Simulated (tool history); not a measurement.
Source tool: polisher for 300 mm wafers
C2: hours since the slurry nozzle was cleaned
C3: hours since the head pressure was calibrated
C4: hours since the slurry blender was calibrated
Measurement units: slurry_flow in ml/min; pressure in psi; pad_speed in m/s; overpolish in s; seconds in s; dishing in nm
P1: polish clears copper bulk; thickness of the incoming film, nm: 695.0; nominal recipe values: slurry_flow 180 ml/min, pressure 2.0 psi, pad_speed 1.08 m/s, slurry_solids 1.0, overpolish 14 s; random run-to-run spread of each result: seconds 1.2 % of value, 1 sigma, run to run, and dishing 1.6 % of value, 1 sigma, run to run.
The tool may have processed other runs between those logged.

{"run": 1, "hour": 8.1, "slurry_flow": 180, "pressure": 2.0, "pad_speed": 1.08, "slurry_solids": 1.0, "overpolish": 14, "wafers polished on this pad": 253, "C2": 240.1, "C3": 328.6, "C4": 75.8, "seconds": 82.293, "dishing": 33.176}
{"run": 2, "hour": 20.2, "slurry_flow": 180, "pressure": 2.0, "pad_speed": 1.08, "slurry_solids": 1.0, "overpolish": 25, "wafers polished on this pad": 322, "C2": 252.2, "C3": 340.7, "C4": 87.9, "seconds": 82.695, "dishing": 34.193}
{"run": 3, "hour": 30.4, "slurry_flow": 180, "pressure": 2.0, "pad_speed": 1.08, "slurry_solids": 0.6, "overpolish": 14, "wafers polished on this pad": 380, "C2": 262.4, "C3": 350.9, "C4": 98.1, "seconds": 89.942, "dishing": 32.218}
{"run": 4, "hour": 44.4, "slurry_flow": 180, "pressure": 2.0, "pad_speed": 1.08, "slurry_solids": 1.0, "overpolish": 14, "wafers polished on this pad": 459, "C2": 276.4, "C3": 364.9, "C4": 112.1, "seconds": 78.368, "dishing": 32.977}
{"run": 5, "hour": 52.6, "slurry_flow": 180, "pressure": 2.0, "pad_speed": 1.08, "slurry_solids": 1.0, "overpolish": 14, "wafers polished on this pad": 506, "C2": 284.6, "C3": 373.1, "C4": 120.3, "seconds": 80.191, "dishing": 31.845}
{"run": 6, "hour": 63.1, "slurry_flow": 270, "pressure": 2.0, "pad_speed": 1.08, "slurry_solids": 1.0, "overpolish": 14, "wafers polished on this pad": 566, "C2": 295.1, "C3": 383.6, "C4": 130.8, "seconds": 76.5, "dishing": 33.189}
{"run": 7, "hour": 73.5, "slurry_flow": 110, "pressure": 2.0, "pad_speed": 1.08, "slurry_solids": 1.0, "overpolish": 14, "wafers polished on this pad": 625, "C2": 305.5, "C3": 394.0, "C4": 141.2, "seconds": 88.144, "dishing": 31.275}
{"run": 8, "hour": 83.7, "slurry_flow": 180, "pressure": 2.0, "pad_speed": 1.08, "slurry_solids": 1.0, "overpolish": 4, "wafers polished on this pad": 683, "C2": 315.7, "C3": 404.2, "C4": 151.4, "seconds": 80.449, "dishing": 18.336}
{"run": 9, "hour": 97.0, "slurry_flow": 275, "pressure": 3.1, "pad_speed": 1.08, "slurry_solids": 1.0, "overpolish": 14, "wafers polished on this pad": 758, "C2": 329.0, "C3": 417.5, "C4": 164.7, "seconds": 49.611, "dishing": 35.669}
{"run": 10, "hour": 107.3, "slurry_flow": 180, "pressure": 2.0, "pad_speed": 1.08, "slurry_solids": 1.0, "overpolish": 14, "wafers polished on this pad": 817, "C2": 339.3, "C3": 427.8, "C4": 175.0, "seconds": 79.674, "dishing": 32.739}
{"run": 11, "hour": 115.8, "slurry_flow": 180, "pressure": 2.0, "pad_speed": 1.08, "slurry_solids": 1.0, "overpolish": 14, "wafers polished on this pad": 865, "C2": 347.8, "C3": 436.3, "C4": 183.5, "seconds": 81.985, "dishing": 32.504}
{"run": 12, "hour": 125.3, "slurry_flow": 180, "pressure": 1.1, "pad_speed": 0.52, "slurry_solids": 1.0, "overpolish": 14, "wafers polished on this pad": 919, "C2": 357.3, "C3": 445.8, "C4": 193.0, "seconds": 308.55, "dishing": 17.284}
{"run": 13, "hour": 137.8, "slurry_flow": 180, "pressure": 2.0, "pad_speed": 1.64, "slurry_solids": 1.0, "overpolish": 14, "wafers polished on this pad": 991, "C2": 369.8, "C3": 458.3, "C4": 205.5, "seconds": 54.287, "dishing": 34.286}
{"hour": 144.9, "done": "slurry blender recalibrated"}
{"run": 14, "hour": 149.9, "slurry_flow": 180, "pressure": 2.0, "pad_speed": 1.08, "slurry_solids": 1.3, "overpolish": 14, "wafers polished on this pad": 1059, "C2": 381.9, "C3": 470.4, "C4": 5.0, "seconds": 76.376, "dishing": 32.805}
{"run": 15, "hour": 164.4, "slurry_flow": 180, "pressure": 1.3, "pad_speed": 1.08, "slurry_solids": 1.0, "overpolish": 14, "wafers polished on this pad": 1142, "C2": 396.4, "C3": 484.9, "C4": 19.5, "seconds": 126.1, "dishing": 27.768}
{"run": 16, "hour": 171.3, "slurry_flow": 180, "pressure": 2.0, "pad_speed": 1.08, "slurry_solids": 1.0, "overpolish": 14, "wafers polished on this pad": 1181, "C2": 403.3, "C3": 491.8, "C4": 26.4, "seconds": 81.482, "dishing": 33.323}
{"hour": 174.7, "done": "head pressure recalibrated"}
{"run": 17, "hour": 180.2, "slurry_flow": 180, "pressure": 2.0, "pad_speed": 0.48, "slurry_solids": 1.0, "overpolish": 14, "wafers polished on this pad": 1232, "C2": 412.2, "C3": 5.6, "C4": 35.3, "seconds": 184.13, "dishing": 24.069}
{"run": 18, "hour": 193.8, "slurry_flow": 180, "pressure": 3.2, "pad_speed": 1.08, "slurry_solids": 1.0, "overpolish": 14, "wafers polished on this pad": 1309, "C2": 425.8, "C3": 19.2, "C4": 48.9, "seconds": 51.117, "dishing": 35.381}
{"run": 19, "hour": 203.6, "slurry_flow": 180, "pressure": 2.0, "pad_speed": 1.08, "slurry_solids": 1.0, "overpolish": 14, "wafers polished on this pad": 1365, "C2": 435.6, "C3": 29.0, "C4": 58.7, "seconds": 81.306, "dishing": 31.178}
{"run": 20, "hour": 212.3, "slurry_flow": 180, "pressure": 2.0, "pad_speed": 1.08, "slurry_solids": 1.0, "overpolish": 14, "wafers polished on this pad": 1414, "C2": 444.3, "C3": 37.7, "C4": 67.4, "seconds": 83.577, "dishing": 33.265}
{"run": 21, "hour": 222.1, "slurry_flow": 180, "pressure": 2.0, "pad_speed": 1.08, "slurry_solids": 1.0, "overpolish": 14, "wafers polished on this pad": 1470, "C2": 454.1, "C3": 47.5, "C4": 77.2, "seconds": 86.473, "dishing": 31.477}
{"run": 22, "hour": 236.2, "slurry_flow": 180, "pressure": 2.0, "pad_speed": 1.08, "slurry_solids": 1.0, "overpolish": 14, "wafers polished on this pad": 1550, "C2": 468.2, "C3": 61.6, "C4": 91.3, "seconds": 86.907, "dishing": 31.515}
{"hour": 242.2, "done": "head pressure recalibrated"}
{"run": 23, "hour": 249.3, "slurry_flow": 180, "pressure": 2.0, "pad_speed": 1.08, "slurry_solids": 1.0, "overpolish": 14, "wafers polished on this pad": 1625, "C2": 481.3, "C3": 7.1, "C4": 104.4, "seconds": 88.609, "dishing": 31.326}
{"hour": 250.5, "done": "slurry blender recalibrated"}
{"run": 24, "hour": 258.6, "slurry_flow": 180, "pressure": 2.0, "pad_speed": 1.08, "slurry_solids": 1.0, "overpolish": 14, "wafers polished on this pad": 1678, "C2": 490.6, "C3": 16.4, "C4": 8.1, "seconds": 89.664, "dishing": 32.078}
{"run": 25, "hour": 265.8, "slurry_flow": 180, "pressure": 2.0, "pad_speed": 1.08, "slurry_solids": 1.0, "overpolish": 14, "wafers polished on this pad": 1719, "C2": 497.8, "C3": 23.6, "C4": 15.3, "seconds": 89.912, "dishing": 32.504}
{"run": 26, "hour": 276.4, "slurry_flow": 180, "pressure": 2.0, "pad_speed": 1.08, "slurry_solids": 1.0, "overpolish": 14, "wafers polished on this pad": 1779, "C2": 508.4, "C3": 34.2, "C4": 25.9, "seconds": 89.108, "dishing": 32.044}
{"run": 27, "hour": 285.3, "slurry_flow": 180, "pressure": 2.0, "pad_speed": 1.08, "slurry_solids": 1.0, "overpolish": 14, "wafers polished on this pad": 1830, "C2": 517.3, "C3": 43.1, "C4": 34.8, "seconds": 88.192, "dishing": 31.412}

What P1 gives has crept away from where it was. These 2 causes fit the log equally well, each at the size given:
A: slurry flow missing at the pad, % = 39.1
B: removal rate lost through wear of the pad, % = 8.79
The gradual shift began around hour 203.6.
Each remaining cause and why it is not a fit:
head's pressure below its setpoint, %: work on it at hour 242.2, done after the drift set in, did not restore what the process gave before
abrasive missing from the slurry, %: work on it at hour 250.5, done after the drift set in, did not restore what the process gave before

The list below offers 4 check runs, each averaging the results of 3 wafers, and shows each result as a question mark. For which of them would the listed causes give clearly different results?
{"run": "check 1", "hour": 294.2, "slurry_flow": 110, "pressure": 2.0, "pad_speed": 1.08, "slurry_solids": 1.0, "overpolish": 4, "seconds": "?", "dishing": "?"}
{"run": "check 2", "hour": 294.2, "slurry_flow": 180, "pressure": 3.0, "pad_speed": 1.08, "slurry_solids": 0.6, "overpolish": 14, "seconds": "?", "dishing": "?"}
{"run": "check 3", "hour": 294.2, "slurry_flow": 180, "pressure": 2.0, "pad_speed": 1.62, "slurry_solids": 1.0, "overpolish": 25, "seconds": "?", "dishing": "?"}
{"run": "check 4", "hour": 294.2, "slurry_flow": 180, "pressure": 2.0, "pad_speed": 0.52, "slurry_solids": 1.25, "overpolish": 14, "seconds": "?", "dishing": "?"}

Outcome of each check run for each possible cause:
check=check_1 result=seconds if_A=102.660 if_B=97.621
check=check_1 result=dishing if_A=15.495 if_B=16.076
check=check_2 result=seconds if_A=66.056 if_B=66.056
check=check_2 result=dishing if_A=34.563 if_B=34.563
check=check_3 result=seconds if_A=59.407 if_B=59.408
check=check_3 result=dishing if_A=35.032 if_B=35.032
check=check_4 result=seconds if_A=176.320 if_B=176.330
check=check_4 result=dishing if_A=24.388 if_B=24.388
Per check, the gap between the least separated pair of causes, taken in the result that splits them most: check 1 5.03 %; check 2 0 %; check 3 0 %; check 4 0 %
Only check 1 tells the causes apart: in the others they would give nearly the same result.

Then check 1 was run and gave: seconds 101.690 s; dishing 15.551 nm. Which cause is it?

Of the candidate causes, it is A: slurry flow missing at the pad, %.

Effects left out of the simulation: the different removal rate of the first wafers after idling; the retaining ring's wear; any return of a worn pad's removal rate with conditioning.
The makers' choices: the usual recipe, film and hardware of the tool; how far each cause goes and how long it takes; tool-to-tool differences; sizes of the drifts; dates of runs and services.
